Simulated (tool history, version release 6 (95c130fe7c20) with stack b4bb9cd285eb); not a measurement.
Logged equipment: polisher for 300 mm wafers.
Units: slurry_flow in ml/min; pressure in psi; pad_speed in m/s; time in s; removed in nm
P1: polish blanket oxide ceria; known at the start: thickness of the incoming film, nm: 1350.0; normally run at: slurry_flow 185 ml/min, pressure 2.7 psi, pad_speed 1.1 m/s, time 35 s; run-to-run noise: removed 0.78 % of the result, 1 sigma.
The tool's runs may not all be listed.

run	hour	slurry_flow	pressure	pad_speed	time	wafers polished on this pad	hours since the slurry nozzle was cleaned	hours since the head pressure was calibrated	removed
1	13.6	185	2.7	1.1	35	387	412.5	408.2	165.98
2	26.5	185	4.2	1.1	35	569	425.4	421.1	252.94
3	38.9	185	2.7	1.1	35	743	437.8	433.5	164.75
4	46.5	185	2.7	1.1	35	850	445.4	441.1	165.64
5	59.3	110	2.7	1.1	35	1030	458.2	453.9	151.49
6	65.2	280	2.7	1.1	35	1113	464.1	459.8	171.82
7	74.5	185	2.7	0.56	35	1244	473.4	469.1	84.04
8	81.9	185	2.7	1.1	35	1348	480.8	476.5	166.3
# hour 84.6: head pressure recalibrated
9	90	185	2.7	1.1	35	1462	488.9	5.4	162.51
10	103.5	185	2.7	1.1	44	1652	502.4	18.9	206.17
11	109.5	185	2.7	1.66	21	1736	508.4	24.9	146.98
12	116.8	185	2.7	0.6	24	1839	515.7	32.2	61.186
13	123.4	185	1.3	1.1	35	1932	522.3	38.8	77.377
14	131.6	185	2.7	1.1	20	2047	530.5	47	92.994
15	140.7	185	2.7	1.1	35	2175	539.6	56.1	162.88
16	152.2	185	2.7	1.7	35	2337	551.1	67.6	253.41
17	164.3	185	2.7	1.1	35	2507	563.2	79.7	162.79
18	173.1	185	2.7	1.1	35	2631	572	88.5	162.05
19	179.7	185	2.7	1.1	35	2723	578.6	95.1	155.3
20	193.6	185	2.7	1.1	35	2919	592.5	109	156.16
21	205.8	185	2.7	1.1	35	3090	604.7	121.2	153.84
22	214.9	185	2.7	1.1	35	3218	613.8	130.3	153.64
# hour 217.5: worn pad replaced by a new one
23	228.4	185	2.7	1.1	35	154	627.3	143.8	154.57
24	239.8	185	2.7	1.1	35	314	638.7	155.2	152.19
25	253.8	185	2.7	1.1	35	511	652.7	169.2	152.33

P1 has crept away from where it was. The log is fitted equally well by each of these 2 causes, at the sizes shown:
A: slurry flow missing at the pad, % = 33.6
B: head's pressure below its setpoint, % = 6.83
Creep in the process output first set in at about hour 164.3.
Why every other cause is out:
removal rate lost through wear of the pad, %: serviced at hour 217.5, which brought nothing back

4 check runs are offered, each on 2 wafers whose results are averaged, their results left as question marks. Which one tells the causes apart?
check 1	267.8	185	1.5	1.38	35				?
check 2	267.8	185	4.1	0.78	35				?
check 3	267.8	110	3.4	1.1	35				?
check 4	267.8	185	3.8	0.74	35				?

Expected result of each check under each candidate cause:
check	result	if A	if B
check 1	removed	106.32	106.32
check 2	removed	164.25	164.26
check 3	removed	167.53	174.72
check 4	removed	144.43	144.43
Per-check spread between the two closest causes, in the result where they differ most: check 1 0 %; check 2 0 %; check 3 4.2 %; check 4 0 %
Only in check 3 would the causes give clearly different results; in the remaining checks their results would be nearly the same.

Here is what check 3 returned: removed 173.71 nm. Which cause is it?

B is the cause: head's pressure below its setpoint, %.
